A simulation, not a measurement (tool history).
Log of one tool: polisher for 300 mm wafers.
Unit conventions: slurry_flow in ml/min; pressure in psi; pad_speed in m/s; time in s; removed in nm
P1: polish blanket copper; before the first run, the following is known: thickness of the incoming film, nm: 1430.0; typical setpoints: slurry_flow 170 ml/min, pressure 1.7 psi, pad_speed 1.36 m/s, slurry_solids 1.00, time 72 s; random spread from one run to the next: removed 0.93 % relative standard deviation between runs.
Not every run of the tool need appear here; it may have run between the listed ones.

{"run": 1, "hour": 4.6, "slurry_flow": 170, "pressure": 1.7, "pad_speed": 1.36, "slurry_solids": 1.0, "time": 72, "removed": 189.82}
{"run": 2, "hour": 10.0, "slurry_flow": 170, "pressure": 1.7, "pad_speed": 1.36, "slurry_solids": 1.0, "time": 72, "removed": 187.69}
{"run": 3, "hour": 14.6, "slurry_flow": 215, "pressure": 1.7, "pad_speed": 1.36, "slurry_solids": 1.0, "time": 72, "removed": 193.08}
{"hour": 20.1, "done": "head pressure recalibrated"}
{"run": 4, "hour": 20.5, "slurry_flow": 170, "pressure": 1.7, "pad_speed": 2.1, "slurry_solids": 1.35, "time": 72, "removed": 311.5}
{"run": 5, "hour": 24.7, "slurry_flow": 170, "pressure": 1.7, "pad_speed": 1.36, "slurry_solids": 1.45, "time": 72, "removed": 209.29}
{"run": 6, "hour": 29.9, "slurry_flow": 170, "pressure": 1.7, "pad_speed": 1.36, "slurry_solids": 1.0, "time": 72, "removed": 185.63}
{"run": 7, "hour": 35.8, "slurry_flow": 170, "pressure": 1.7, "pad_speed": 1.36, "slurry_solids": 1.0, "time": 72, "removed": 190.4}
{"run": 8, "hour": 41.3, "slurry_flow": 170, "pressure": 1.7, "pad_speed": 0.62, "slurry_solids": 1.0, "time": 72, "removed": 87.182}
{"run": 9, "hour": 44.2, "slurry_flow": 170, "pressure": 2.6, "pad_speed": 1.36, "slurry_solids": 1.0, "time": 72, "removed": 289.97}
{"run": 10, "hour": 46.9, "slurry_flow": 170, "pressure": 1.7, "pad_speed": 1.36, "slurry_solids": 1.0, "time": 72, "removed": 189.71}
{"run": 11, "hour": 50.8, "slurry_flow": 170, "pressure": 1.7, "pad_speed": 1.36, "slurry_solids": 1.0, "time": 72, "removed": 189.23}
{"run": 12, "hour": 55.6, "slurry_flow": 170, "pressure": 1.7, "pad_speed": 1.36, "slurry_solids": 1.0, "time": 93, "removed": 245.23}
{"run": 13, "hour": 58.3, "slurry_flow": 170, "pressure": 1.7, "pad_speed": 1.36, "slurry_solids": 1.0, "time": 34, "removed": 90.572}
{"run": 14, "hour": 63.4, "slurry_flow": 170, "pressure": 1.7, "pad_speed": 1.76, "slurry_solids": 1.0, "time": 72, "removed": 249.56}
{"run": 15, "hour": 68.5, "slurry_flow": 170, "pressure": 1.7, "pad_speed": 1.36, "slurry_solids": 1.0, "time": 72, "removed": 188.47}
{"run": 16, "hour": 74.0, "slurry_flow": 170, "pressure": 0.9, "pad_speed": 1.36, "slurry_solids": 1.0, "time": 72, "removed": 99.387}
{"run": 17, "hour": 80.0, "slurry_flow": 100, "pressure": 1.7, "pad_speed": 1.36, "slurry_solids": 1.0, "time": 72, "removed": 169.12}
{"run": 18, "hour": 83.5, "slurry_flow": 170, "pressure": 1.7, "pad_speed": 1.36, "slurry_solids": 0.65, "time": 72, "removed": 173.13}
{"run": 19, "hour": 87.0, "slurry_flow": 170, "pressure": 1.7, "pad_speed": 1.36, "slurry_solids": 1.0, "time": 72, "removed": 188.85}
{"run": 20, "hour": 90.4, "slurry_flow": 170, "pressure": 1.7, "pad_speed": 1.36, "slurry_solids": 1.0, "time": 72, "removed": 184.8}
{"run": 21, "hour": 94.5, "slurry_flow": 170, "pressure": 1.7, "pad_speed": 1.36, "slurry_solids": 1.0, "time": 72, "removed": 184.32}
{"run": 22, "hour": 98.3, "slurry_flow": 170, "pressure": 1.7, "pad_speed": 1.36, "slurry_solids": 1.0, "time": 72, "removed": 178.82}
{"run": 23, "hour": 104.4, "slurry_flow": 170, "pressure": 1.7, "pad_speed": 1.36, "slurry_solids": 1.0, "time": 72, "removed": 174.49}
{"hour": 107.2, "done": "head pressure recalibrated"}
{"run": 24, "hour": 108.0, "slurry_flow": 170, "pressure": 1.7, "pad_speed": 1.36, "slurry_solids": 1.0, "time": 72, "removed": 177.09}
{"hour": 109.4, "done": "slurry blender recalibrated"}
{"run": 25, "hour": 113.3, "slurry_flow": 170, "pressure": 1.7, "pad_speed": 1.36, "slurry_solids": 1.0, "time": 72, "removed": 176.93}
{"run": 26, "hour": 118.4, "slurry_flow": 170, "pressure": 1.7, "pad_speed": 1.36, "slurry_solids": 1.0, "time": 72, "removed": 173.79}
{"run": 27, "hour": 121.2, "slurry_flow": 170, "pressure": 1.7, "pad_speed": 1.36, "slurry_solids": 1.0, "time": 72, "removed": 172.9}
{"run": 28, "hour": 126.8, "slurry_flow": 170, "pressure": 1.7, "pad_speed": 1.36, "slurry_solids": 1.0, "time": 72, "removed": 177.78}

Compared with where it was, what P1 gives has crept away. Each cause listed below fits the log as well as the rest, at the size given for it:
A: removal rate lost through wear of the pad, % = 8.2
B: slurry flow missing at the pad, % = 36.2
The creep began at about hour 87.0.
Why every other cause is out:
head's pressure below its setpoint, %: serviced at hour 107.2, which brought nothing back
abrasive missing from the slurry, %: serviced at hour 109.4, which brought nothing back

Consider the 4 check runs below, whose results appear as question marks and each of which averages 2 wafers. Which one distinguishes the causes, in that each cause would give it a clearly different result?
{"run": "check 1", "hour": 132.4, "slurry_flow": 170, "pressure": 2.5, "pad_speed": 1.36, "slurry_solids": 1.35, "time": 72, "removed": "?"}
{"run": "check 2", "hour": 132.4, "slurry_flow": 170, "pressure": 1.1, "pad_speed": 1.36, "slurry_solids": 1.4, "time": 72, "removed": "?"}
{"run": "check 3", "hour": 132.4, "slurry_flow": 170, "pressure": 1.7, "pad_speed": 0.84, "slurry_solids": 1.0, "time": 72, "removed": "?"}
{"run": "check 4", "hour": 132.4, "slurry_flow": 100, "pressure": 1.7, "pad_speed": 1.36, "slurry_solids": 1.4, "time": 72, "removed": "?"}

Expected result of each check under each candidate cause:
check=check_1 result=removed if_A=272.030 if_B=271.990
check=check_2 result=removed if_A=120.660 if_B=120.650
check=check_3 result=removed if_A=107.010 if_B=107.000
check=check_4 result=removed if_A=167.850 if_B=159.470
Per check, the gap between the least separated pair of causes, taken in the result that splits them most: check 1 0.02 %; check 2 0.02 %; check 3 0.02 %; check 4 5.12 %
The causes can be told apart only by check 4. The other checks would give nearly the same results under each of them.

After running check 4, the following was obtained: removed 160.670 nm. Which cause does this point to?

B is the cause: slurry flow missing at the pad, %.

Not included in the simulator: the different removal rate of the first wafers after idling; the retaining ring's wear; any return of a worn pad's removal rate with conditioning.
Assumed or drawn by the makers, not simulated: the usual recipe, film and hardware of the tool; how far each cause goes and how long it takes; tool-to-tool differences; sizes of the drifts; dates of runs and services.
